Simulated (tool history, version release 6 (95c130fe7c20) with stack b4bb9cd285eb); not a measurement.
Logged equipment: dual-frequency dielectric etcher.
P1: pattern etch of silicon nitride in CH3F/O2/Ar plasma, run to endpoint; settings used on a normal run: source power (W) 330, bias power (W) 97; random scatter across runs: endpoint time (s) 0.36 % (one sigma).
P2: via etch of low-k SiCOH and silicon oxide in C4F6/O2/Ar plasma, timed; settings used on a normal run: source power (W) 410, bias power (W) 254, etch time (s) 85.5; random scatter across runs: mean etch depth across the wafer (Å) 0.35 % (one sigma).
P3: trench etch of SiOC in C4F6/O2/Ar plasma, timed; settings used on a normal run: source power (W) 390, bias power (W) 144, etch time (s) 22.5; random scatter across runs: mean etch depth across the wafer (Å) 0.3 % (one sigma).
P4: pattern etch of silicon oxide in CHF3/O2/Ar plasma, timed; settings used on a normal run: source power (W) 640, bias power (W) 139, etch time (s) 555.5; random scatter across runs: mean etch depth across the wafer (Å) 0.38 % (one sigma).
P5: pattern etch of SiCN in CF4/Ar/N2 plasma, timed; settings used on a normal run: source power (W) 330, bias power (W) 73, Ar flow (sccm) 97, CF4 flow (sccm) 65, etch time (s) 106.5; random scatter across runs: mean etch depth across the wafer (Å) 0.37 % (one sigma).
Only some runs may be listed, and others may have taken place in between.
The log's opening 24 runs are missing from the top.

run,hour,process that ran,source power (W),bias power (W),Ar flow (sccm),CF4 flow (sccm),etch time (s),hours since the last wet clean,hours since the last source power generator calibration,hours since the last bias power generator calibration,endpoint time (s),mean etch depth across the wafer (Å)
25,197.0,P5,330,73,97,65,58.5,513.0,2151.3,676.6,,381.83
26,203.9,P4,640,139,,,727.5,519.9,2158.2,683.5,,13641.00
27,211.6,P1,330,132,,,,527.6,2165.9,691.2,75.471,
28,217.6,P2,410,254,,,85.5,533.6,2171.9,697.2,,2625.20
29,223.3,P4,470,139,,,555.5,539.3,2177.6,702.9,,9247.10
30,229.1,P2,410,185,,,85.5,545.1,2183.4,708.7,,2356.00
31,239.2,P3,390,106,,,22.5,555.2,2193.5,718.8,,398.35
32,244.1,P1,330,97,,,,560.1,2198.4,723.7,84.153,
33,253.8,P1,330,97,,,,569.8,2208.1,733.4,84.925,
34,262.5,P1,330,97,,,,578.5,2216.8,742.1,85.089,
35,272.3,P1,330,97,,,,588.3,2226.6,751.9,86.001,
36,280.7,P1,330,97,,,,596.7,2235.0,760.3,85.525,
37,287.7,P1,330,97,,,,603.7,2242.0,767.3,85.673,
# hour 288.6: wet clean of the chamber
38,293.5,P1,330,97,,,,5.0,2247.8,773.1,86.463,
39,299.4,P1,330,97,,,,10.9,2253.7,779.0,85.845,
40,305.8,P1,330,97,,,,17.3,2260.1,785.4,86.320,
41,311.7,P1,330,97,,,,23.2,2266.0,791.3,86.383,

Forecast run 42:
42,317.9,P1,330,97,,,,29.4,2272.2,797.5,?,

endpoint time (s): 86.048
